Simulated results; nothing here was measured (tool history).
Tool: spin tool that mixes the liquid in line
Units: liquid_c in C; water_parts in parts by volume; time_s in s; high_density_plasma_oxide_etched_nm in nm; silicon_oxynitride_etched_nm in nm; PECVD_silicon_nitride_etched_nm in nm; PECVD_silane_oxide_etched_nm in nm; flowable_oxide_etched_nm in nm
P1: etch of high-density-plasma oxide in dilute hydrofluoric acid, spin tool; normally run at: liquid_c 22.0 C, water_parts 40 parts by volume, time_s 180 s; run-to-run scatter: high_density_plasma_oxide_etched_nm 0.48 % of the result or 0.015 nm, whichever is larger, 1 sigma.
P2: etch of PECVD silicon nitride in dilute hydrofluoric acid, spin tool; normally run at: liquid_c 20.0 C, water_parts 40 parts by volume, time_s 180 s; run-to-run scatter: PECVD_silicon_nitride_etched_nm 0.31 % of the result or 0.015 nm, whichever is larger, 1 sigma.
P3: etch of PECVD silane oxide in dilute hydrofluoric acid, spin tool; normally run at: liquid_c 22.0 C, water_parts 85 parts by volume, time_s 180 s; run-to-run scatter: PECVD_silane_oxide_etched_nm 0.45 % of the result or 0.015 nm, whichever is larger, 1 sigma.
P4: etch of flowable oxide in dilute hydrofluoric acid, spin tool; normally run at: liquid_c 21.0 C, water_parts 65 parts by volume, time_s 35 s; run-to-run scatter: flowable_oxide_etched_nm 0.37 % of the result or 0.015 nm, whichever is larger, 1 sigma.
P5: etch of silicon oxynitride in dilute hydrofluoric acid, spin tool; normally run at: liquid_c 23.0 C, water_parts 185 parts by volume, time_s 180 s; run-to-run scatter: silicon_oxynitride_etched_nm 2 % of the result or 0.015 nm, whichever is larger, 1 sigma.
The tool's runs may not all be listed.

run	hour	process	liquid_c	water_parts	time_s	high_density_plasma_oxide_etched_nm	silicon_oxynitride_etched_nm	PECVD_silicon_nitride_etched_nm	PECVD_silane_oxide_etched_nm	flowable_oxide_etched_nm
1	4.8	P1	22.0	40	180	29.7890				
2	7.2	P5	23.0	185	180		1.2815			
3	11.4	P2	20.0	40	50			2.6720		
4	15.6	P1	22.0	40	295	48.9900				
5	19.6	P1	22.0	40	180	30.0360				
6	24.2	P3	22.0	85	180				37.2600	
7	27.8	P1	22.0	20	180	61.8760				
8	30.5	P2	20.0	40	180			9.5495		
# hour 30.9: hydrofluoric acid flow meter replaced
9	33.9	P4	21.0	65	35					10.270
10	36.4	P1	22.0	55	180	21.4460				
11	39.4	P1	17.0	40	180	24.2620				
12	41.9	P2	20.0	55	180			6.9722		
13	46.5	P1	22.0	40	180	30.2760				
14	49.0	P3	22.0	85	15				3.1076	
15	51.4	P1	18.5	70	180	14.2630				
16	55.7	P4	21.0	65	55					16.065
17	57.8	P3	22.0	20	180				172.2400	
18	62.0	P2	17.0	40	180			7.7074		
19	66.4	P1	18.0	40	20	2.8061				
20	69.8	P1	22.0	40	25	4.2203				
21	74.2	P1	30.0	40	180	41.5040				
22	76.7	P5	23.0	185	325		2.1908			
23	79.6	P3	17.0	85	180				30.1740	
24	82.1	P5	23.0	115	180		2.1227			
25	85.4	P5	28.5	185	180		1.6021			
26	87.9	P3	22.0	85	180				37.2470	
27	91.4	P4	21.0	25	35					28.008
28	94.3	P5	23.0	185	180		1.2522			
29	96.6	P1	22.0	40	180	30.1020				
30	99.6	P1	22.0	40	180	30.3000				
31	101.8	P4	29.0	65	35					14.196
32	106.1	P1	22.0	40	180	30.1900				
33	110.2	P1	22.0	40	180	28.7630				
34	114.8	P1	22.0	40	180	27.9580				
35	118.3	P1	22.0	40	180	27.9000				
36	122.8	P1	22.0	40	180	27.5380				
37	127.4	P1	22.0	40	180	27.3590				
38	130.4	P1	22.0	40	180	27.0730				
39	132.8	P1	22.0	40	180	27.1560				
40	137.1	P1	22.0	40	180	27.4090				
41	140.3	P1	22.0	40	180	27.1220				

What P1 gives has crept away from where it was. These 2 causes fit the log equally well, each at the size given:
A: hydrofluoric acid flow below the setpoint (%) = 9.29
B: liquid colder than its thermometer reads (K) = 2.42
The creep began at about hour 106.1.

4 check runs are offered, one wafer each, their results left as question marks. Which one tells the causes apart?
check 1	143.5	P4	21.0	65	35					?
check 2	143.5	P2	20.0	40	180			?		
check 3	143.5	P3	22.0	85	180				?	
check 4	143.5	P5	23.0	185	180		?			

What each check would give under each cause:
check	result	if A	if B
check 1	flowable_oxide_etched_nm	9.2173	9.2510
check 2	PECVD_silicon_nitride_etched_nm	8.6777	8.0447
check 3	PECVD_silane_oxide_etched_nm	33.4620	33.7390
check 4	silicon_oxynitride_etched_nm	1.1118	1.1118
How far apart the two closest causes lie, in the result that separates them most: check 1 0.36 %; check 2 7.57 %; check 3 0.82 %; check 4 0.01 %
Check 2 tells the causes apart: in the others they would give nearly the same result.

Check 2 was then run and gave: PECVD_silicon_nitride_etched_nm 8.0623 nm. Which cause is it?

It is B: liquid colder than its thermometer reads (K).
